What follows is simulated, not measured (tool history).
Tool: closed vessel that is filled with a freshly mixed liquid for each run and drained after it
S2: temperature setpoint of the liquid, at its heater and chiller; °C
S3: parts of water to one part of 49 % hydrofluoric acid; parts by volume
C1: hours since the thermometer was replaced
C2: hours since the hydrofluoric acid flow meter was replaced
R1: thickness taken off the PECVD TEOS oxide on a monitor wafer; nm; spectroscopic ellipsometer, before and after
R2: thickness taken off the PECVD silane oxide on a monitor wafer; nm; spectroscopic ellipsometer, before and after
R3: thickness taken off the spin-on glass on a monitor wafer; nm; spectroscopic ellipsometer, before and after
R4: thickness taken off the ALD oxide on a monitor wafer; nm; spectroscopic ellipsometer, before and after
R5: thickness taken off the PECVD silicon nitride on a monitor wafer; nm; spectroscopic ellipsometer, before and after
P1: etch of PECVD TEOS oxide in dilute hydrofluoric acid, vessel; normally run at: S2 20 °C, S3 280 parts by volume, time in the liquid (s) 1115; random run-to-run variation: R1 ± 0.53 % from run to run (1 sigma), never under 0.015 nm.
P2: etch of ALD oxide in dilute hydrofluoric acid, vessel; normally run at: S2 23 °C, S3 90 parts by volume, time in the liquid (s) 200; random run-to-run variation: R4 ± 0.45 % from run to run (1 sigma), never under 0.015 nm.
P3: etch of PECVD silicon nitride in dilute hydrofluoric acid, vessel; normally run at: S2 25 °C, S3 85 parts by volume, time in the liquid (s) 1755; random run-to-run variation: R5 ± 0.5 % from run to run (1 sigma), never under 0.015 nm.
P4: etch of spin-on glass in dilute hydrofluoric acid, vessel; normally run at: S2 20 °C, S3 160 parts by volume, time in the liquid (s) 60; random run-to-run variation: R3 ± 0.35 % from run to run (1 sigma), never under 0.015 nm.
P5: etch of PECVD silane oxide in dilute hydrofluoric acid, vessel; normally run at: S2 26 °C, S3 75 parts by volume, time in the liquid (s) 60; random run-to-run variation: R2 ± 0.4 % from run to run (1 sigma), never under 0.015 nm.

Run 1, hour 4.5: process that ran P1, S2 20 °C, S3 280 parts by volume, time in the liquid (s) 1115; C1 285.2; C2 661.8. Result: R1 51.762 nm.
Run 2, hour 9.3: process that ran P1, S2 20 °C, S3 280 parts by volume, time in the liquid (s) 1115; C1 290; C2 666.6. Result: R1 51.584 nm.
Run 3, hour 13.4: process that ran P1, S2 20 °C, S3 405 parts by volume, time in the liquid (s) 1115; C1 294.1; C2 670.7. Result: R1 31.921 nm.
Run 4, hour 19.9: process that ran P5, S2 21.5 °C, S3 75 parts by volume, time in the liquid (s) 60; C1 300.6; C2 677.2. Result: R2 17.283 nm.
Run 5, hour 24.9: process that ran P5, S2 26 °C, S3 140 parts by volume, time in the liquid (s) 60; C1 305.6; C2 682.2. Result: R2 10.166 nm.
Run 6, hour 28.9: process that ran P4, S2 25.5 °C, S3 160 parts by volume, time in the liquid (s) 60; C1 309.6; C2 686.2. Result: R3 16.034 nm.
Run 7, hour 35.9: process that ran P5, S2 26 °C, S3 75 parts by volume, time in the liquid (s) 30; C1 316.6; C2 693.2. Result: R2 10.392 nm.
Run 8, hour 40.8: process that ran P1, S2 20 °C, S3 80 parts by volume, time in the liquid (s) 1115; C1 321.5; C2 698.1. Result: R1 220.58 nm.
Run 9, hour 46.7: process that ran P2, S2 23 °C, S3 90 parts by volume, time in the liquid (s) 335; C1 327.4; C2 704. Result: R4 81.439 nm.
Run 10, hour 52.6: process that ran P1, S2 20 °C, S3 410 parts by volume, time in the liquid (s) 150; C1 333.3; C2 709.9. Result: R1 4.2505 nm.
Run 11, hour 56.1: process that ran P4, S2 20 °C, S3 160 parts by volume, time in the liquid (s) 95; C1 336.8; C2 713.4. Result: R3 20.497 nm.
Run 12, hour 62.6: process that ran P1, S2 20 °C, S3 280 parts by volume, time in the liquid (s) 1115; C1 343.3; C2 719.9. Result: R1 51.398 nm.
Run 13, hour 69.4: process that ran P5, S2 26 °C, S3 75 parts by volume, time in the liquid (s) 60; C1 350.1; C2 726.7. Result: R2 20.566 nm.
At hour 74: hydrofluoric acid flow meter replaced.
Run 14, hour 75.9: process that ran P2, S2 23 °C, S3 135 parts by volume, time in the liquid (s) 200; C1 356.6; C2 2. Result: R4 30.945 nm.
Run 15, hour 81.7: process that ran P3, S2 25 °C, S3 85 parts by volume, time in the liquid (s) 1755; C1 362.4; C2 7.8. Result: R5 58.056 nm.
Run 16, hour 87.5: process that ran P1, S2 20 °C, S3 280 parts by volume, time in the liquid (s) 1115; C1 368.2; C2 13.6. Result: R1 51.271 nm.
Run 17, hour 94.3: process that ran P2, S2 23 °C, S3 90 parts by volume, time in the liquid (s) 200; C1 375; C2 20.4. Result: R4 48.668 nm.
Run 18, hour 100: process that ran P2, S2 17 °C, S3 90 parts by volume, time in the liquid (s) 200; C1 380.7; C2 26.1. Result: R4 38.216 nm.
Run 19, hour 103.9: process that ran P1, S2 20 °C, S3 280 parts by volume, time in the liquid (s) 1115; C1 384.6; C2 30. Result: R1 51.761 nm.
Run 20, hour 110.4: process that ran P4, S2 20 °C, S3 255 parts by volume, time in the liquid (s) 60; C1 391.1; C2 36.5. Result: R3 7.4788 nm.
Run 21, hour 116.3: process that ran P3, S2 17 °C, S3 85 parts by volume, time in the liquid (s) 1755; C1 397; C2 42.4. Result: R5 33.897 nm.
Run 22, hour 121.9: process that ran P1, S2 17 °C, S3 280 parts by volume, time in the liquid (s) 1670; C1 402.6; C2 48. Result: R1 68.513 nm.
Run 23, hour 127.4: process that ran P4, S2 20 °C, S3 160 parts by volume, time in the liquid (s) 60; C1 408.1; C2 53.5. Result: R3 12.988 nm.
Run 24, hour 133.4: process that ran P3, S2 25 °C, S3 125 parts by volume, time in the liquid (s) 1755; C1 414.1; C2 59.5. Result: R5 39.294 nm.
Run 25, hour 137.6: process that ran P3, S2 25 °C, S3 85 parts by volume, time in the liquid (s) 1755; C1 418.3; C2 63.7. Result: R5 57.976 nm.
Run 26, hour 142: process that ran P4, S2 20 °C, S3 160 parts by volume, time in the liquid (s) 60; C1 422.7; C2 68.1. Result: R3 13.012 nm.
Run 27, hour 146.4: process that ran P1, S2 20 °C, S3 280 parts by volume, time in the liquid (s) 125; C1 427.1; C2 72.5. Result: R1 5.8113 nm.
Run 28, hour 151.8: process that ran P3, S2 25 °C, S3 85 parts by volume, time in the liquid (s) 705; C1 432.5; C2 77.9. Result: R5 23.127 nm.
Run 29, hour 158.6: process that ran P1, S2 20 °C, S3 280 parts by volume, time in the liquid (s) 1790; C1 439.3; C2 84.7. Result: R1 82.349 nm.
Run 30, hour 165.1: process that ran P1, S2 27.5 °C, S3 280 parts by volume, time in the liquid (s) 1115; C1 445.8; C2 91.2. Result: R1 67.204 nm.
Run 31, hour 169: process that ran P1, S2 20 °C, S3 280 parts by volume, time in the liquid (s) 1115; C1 449.7; C2 95.1. Result: R1 51.364 nm.
Run 32, hour 175.2: process that ran P1, S2 17 °C, S3 280 parts by volume, time in the liquid (s) 1115; C1 455.9; C2 101.3. Result: R1 46.26 nm.
Run 33, hour 182: process that ran P1, S2 20 °C, S3 280 parts by volume, time in the liquid (s) 1115; C1 462.7; C2 108.1. Result: R1 51.604 nm.
Run 34, hour 185.4: process that ran P1, S2 20 °C, S3 280 parts by volume, time in the liquid (s) 1115; C1 466.1; C2 111.5. Result: R1 51.414 nm.
Run 35, hour 190.8: process that ran P1, S2 20 °C, S3 280 parts by volume, time in the liquid (s) 1115; C1 471.5; C2 116.9. Result: R1 49.851 nm.
Run 36, hour 197.6: process that ran P1, S2 20 °C, S3 280 parts by volume, time in the liquid (s) 1115; C1 478.3; C2 123.7. Result: R1 48.816 nm.
Run 37, hour 200.9: process that ran P1, S2 20 °C, S3 280 parts by volume, time in the liquid (s) 1115; C1 481.6; C2 127. Result: R1 48.507 nm.
Run 38, hour 205.2: process that ran P1, S2 20 °C, S3 280 parts by volume, time in the liquid (s) 1115; C1 485.9; C2 131.3. Result: R1 48.417 nm.
Run 39, hour 208.4: process that ran P1, S2 20 °C, S3 280 parts by volume, time in the liquid (s) 1115; C1 489.1; C2 134.5. Result: R1 47.916 nm.
Run 40, hour 213.7: process that ran P1, S2 20 °C, S3 280 parts by volume, time in the liquid (s) 1115; C1 494.4; C2 139.8. Result: R1 48.324 nm.
Run 41, hour 220.1: process that ran P1, S2 20 °C, S3 280 parts by volume, time in the liquid (s) 1115; C1 500.8; C2 146.2. Result: R1 47.754 nm.
Run 42, hour 223.4: process that ran P1, S2 20 °C, S3 280 parts by volume, time in the liquid (s) 1115; C1 504.1; C2 149.5. Result: R1 47.729 nm.

What P1 gives has crept away from where it was. These 2 causes fit the log equally well, each at the size given:
A: hydrofluoric acid flow below the setpoint (%) = 5.7
B: liquid colder than its thermometer reads (K) = 1.99
Onset of the creep was near hour 185.4.

4 check runs are offered, one wafer each, their results left as question marks. Which one tells the causes apart?
Run check 1, hour 226.7: process that ran P2, S2 23 °C, S3 135 parts by volume, time in the liquid (s) 200. Result: R4 ?.
Run check 2, hour 226.7: process that ran P4, S2 23.5 °C, S3 245 parts by volume, time in the liquid (s) 60. Result: R3 ?.
Run check 3, hour 226.7: process that ran P3, S2 20.5 °C, S3 85 parts by volume, time in the liquid (s) 1755. Result: R5 ?.
Run check 4, hour 226.7: process that ran P5, S2 26 °C, S3 130 parts by volume, time in the liquid (s) 30. Result: R2 ?.

Predicted outcomes, by check and by cause:
  check  result    if A    if B
check 1      R4  28.801  28.501
check 2      R3  8.2638   8.271
check 3      R5  40.428   37.34
check 4      R2  5.1988   5.157
Distance between the nearest two causes, measured in the result of the check that separates them most: check 1 1.05 %; check 2 0.09 %; check 3 7.94 %; check 4 0.81 %
Of the check runs offered, only check 3 discriminates between the causes; the rest would read about the same regardless of which cause applies.

Check 3 has now been run. It gave: R5 40.607 nm. Which of the candidate causes is it?

It was cause A: hydrofluoric acid flow below the setpoint (%).
